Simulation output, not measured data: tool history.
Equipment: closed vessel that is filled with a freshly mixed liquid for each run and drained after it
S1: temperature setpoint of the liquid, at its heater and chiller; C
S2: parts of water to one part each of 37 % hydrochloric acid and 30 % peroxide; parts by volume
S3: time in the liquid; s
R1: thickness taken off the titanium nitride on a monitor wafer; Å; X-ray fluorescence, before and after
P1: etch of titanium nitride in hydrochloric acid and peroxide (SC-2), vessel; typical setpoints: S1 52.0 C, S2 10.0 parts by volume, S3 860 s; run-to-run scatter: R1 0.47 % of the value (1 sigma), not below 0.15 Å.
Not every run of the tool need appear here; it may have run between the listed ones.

| run | hour | S1 | S2 | S3 | R1 |
|---|---|---|---|---|---|
| 1 | 7.4 | 52.0 | 10.0 | 860 | 227.280 |
|  | 10.8 | thermometer replaced |
| 2 | 13.0 | 62.0 | 10.0 | 860 | 435.580 |
| 3 | 18.1 | 52.0 | 10.0 | 1710 | 451.850 |
| 4 | 22.2 | 52.0 | 10.0 | 860 | 228.580 |
| 5 | 29.1 | 52.0 | 10.0 | 340 | 91.191 |
| 6 | 34.8 | 52.0 | 4.0 | 860 | 459.970 |
| 7 | 39.8 | 52.0 | 14.5 | 1400 | 272.160 |
|  | 44.4 | new drum of peroxide connected |
| 8 | 45.1 | 52.0 | 18.0 | 860 | 138.260 |
| 9 | 52.5 | 42.5 | 10.0 | 860 | 120.320 |
| 10 | 60.1 | 52.0 | 10.0 | 860 | 229.940 |
| 11 | 64.2 | 52.0 | 10.0 | 860 | 228.620 |
| 12 | 69.5 | 52.0 | 10.0 | 860 | 230.520 |
| 13 | 75.0 | 52.0 | 10.0 | 860 | 229.770 |
| 14 | 81.8 | 52.0 | 10.0 | 860 | 229.850 |

The next listed run, before its measurement:
| 15 | 85.4 | 52.0 | 10.0 | 860 | ? |

Run 15 measured R1 230.440 Å.
